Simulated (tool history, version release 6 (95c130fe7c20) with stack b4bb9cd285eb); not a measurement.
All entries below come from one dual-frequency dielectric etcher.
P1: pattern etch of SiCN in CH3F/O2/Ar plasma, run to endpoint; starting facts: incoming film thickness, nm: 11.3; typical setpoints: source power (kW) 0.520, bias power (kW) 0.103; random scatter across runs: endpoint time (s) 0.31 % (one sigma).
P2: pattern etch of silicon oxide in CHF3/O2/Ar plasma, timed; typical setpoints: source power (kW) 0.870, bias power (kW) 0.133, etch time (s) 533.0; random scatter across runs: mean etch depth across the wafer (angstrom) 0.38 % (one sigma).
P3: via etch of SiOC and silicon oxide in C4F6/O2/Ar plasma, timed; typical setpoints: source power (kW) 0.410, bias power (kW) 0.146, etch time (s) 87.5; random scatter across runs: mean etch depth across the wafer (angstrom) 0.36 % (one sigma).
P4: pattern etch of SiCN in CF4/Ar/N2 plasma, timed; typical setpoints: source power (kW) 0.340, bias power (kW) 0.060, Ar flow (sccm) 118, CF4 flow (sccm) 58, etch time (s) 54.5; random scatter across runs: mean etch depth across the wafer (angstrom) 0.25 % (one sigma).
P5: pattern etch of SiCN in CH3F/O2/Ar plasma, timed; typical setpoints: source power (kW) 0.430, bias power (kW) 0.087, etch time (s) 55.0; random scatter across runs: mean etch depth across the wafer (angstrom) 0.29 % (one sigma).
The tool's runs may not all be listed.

run,day,process that ran,source power (kW),bias power (kW),Ar flow (sccm),CF4 flow (sccm),etch time (s),hours since the last wet clean,hours since the last source power generator calibration,hours since the last bias power generator calibration,endpoint time (s),mean etch depth across the wafer (angstrom)
1,0.308,P1,0.520,0.103,,,,104.3,1147.4,1156.0,24.545,
2,0.675,P4,0.250,0.060,118,58,54.5,113.1,1156.2,1164.8,,247.84
3,0.875,P1,0.520,0.103,,,,117.9,1161.0,1169.6,24.462,
4,1.142,P4,0.340,0.060,118,36,54.5,124.3,1167.4,1176.0,,298.46
5,1.542,P3,0.410,0.206,,,87.5,133.9,1177.0,1185.6,,1048.50
6,1.879,P4,0.340,0.060,118,58,54.5,142.0,1185.1,1193.7,,325.46
7,2.104,P1,0.520,0.103,,,,147.4,1190.5,1199.1,24.495,
8,2.325,P4,0.340,0.060,143,58,54.5,152.7,1195.8,1204.4,,313.04
# day 2.458: wet clean of the chamber
9,2.600,P1,0.330,0.103,,,,3.5,1202.4,1211.0,29.156,
10,2.979,P1,0.520,0.123,,,,12.6,1211.5,1220.1,22.915,
11,3.429,P5,0.430,0.087,,,55.0,23.4,1222.3,1230.9,,229.96
12,3.883,P2,0.870,0.133,,,533.0,34.3,1233.2,1241.8,,10506.00
13,4.229,P3,0.540,0.146,,,87.5,42.6,1241.5,1250.1,,1038.50
14,4.479,P3,0.410,0.146,,,87.5,48.6,1247.5,1256.1,,933.20
15,4.925,P4,0.340,0.042,118,58,54.5,59.3,1258.2,1266.8,,286.30
16,5.342,P4,0.340,0.060,118,58,54.5,69.3,1268.2,1276.8,,322.20
# day 5.467: bias power generator calibrated
17,5.742,P2,0.870,0.133,,,781.5,78.9,1277.8,6.7,,15390.00
18,6.075,P1,0.400,0.126,,,,86.9,1285.8,14.7,24.795,
19,6.271,P5,0.430,0.087,,,39.0,91.6,1290.5,19.4,,161.96
20,6.504,P5,0.590,0.087,,,55.0,97.2,1296.1,25.0,,257.48
21,6.767,P5,0.430,0.087,,,55.0,103.5,1302.4,31.3,,228.29
22,7.142,P1,0.520,0.103,,,,112.5,1311.4,40.3,24.307,
23,7.425,P1,0.520,0.103,,,,119.3,1318.2,47.1,24.517,
24,7.662,P3,0.410,0.146,,,87.5,125.0,1323.9,52.8,,937.13
25,7.996,P5,0.430,0.066,,,55.0,133.0,1331.9,60.8,,207.39
26,8.208,P1,0.520,0.103,,,,138.1,1337.0,65.9,24.477,
27,8.446,P2,0.660,0.133,,,533.0,143.8,1342.7,71.6,,9420.90
28,8.762,P4,0.340,0.060,118,58,32.5,151.4,1350.3,79.2,,193.74
29,9.029,P2,0.870,0.157,,,533.0,157.8,1356.7,85.6,,11108.00
30,9.275,P1,0.520,0.077,,,,163.7,1362.6,91.5,27.209,
31,9.688,P1,0.710,0.103,,,,173.6,1372.5,101.4,21.745,
32,9.929,P3,0.410,0.146,,,120.0,179.4,1378.3,107.2,,1283.50
33,10.317,P1,0.520,0.103,,,,188.7,1387.6,116.5,24.551,
34,10.625,P1,0.520,0.103,,,,196.1,1395.0,123.9,24.567,

Estimate the outcome of run 35 from the log above:
35,10.862,P1,0.520,0.103,,,,201.8,1400.7,129.6,?,

{"run 35": {"endpoint time (s)": 24.785}}
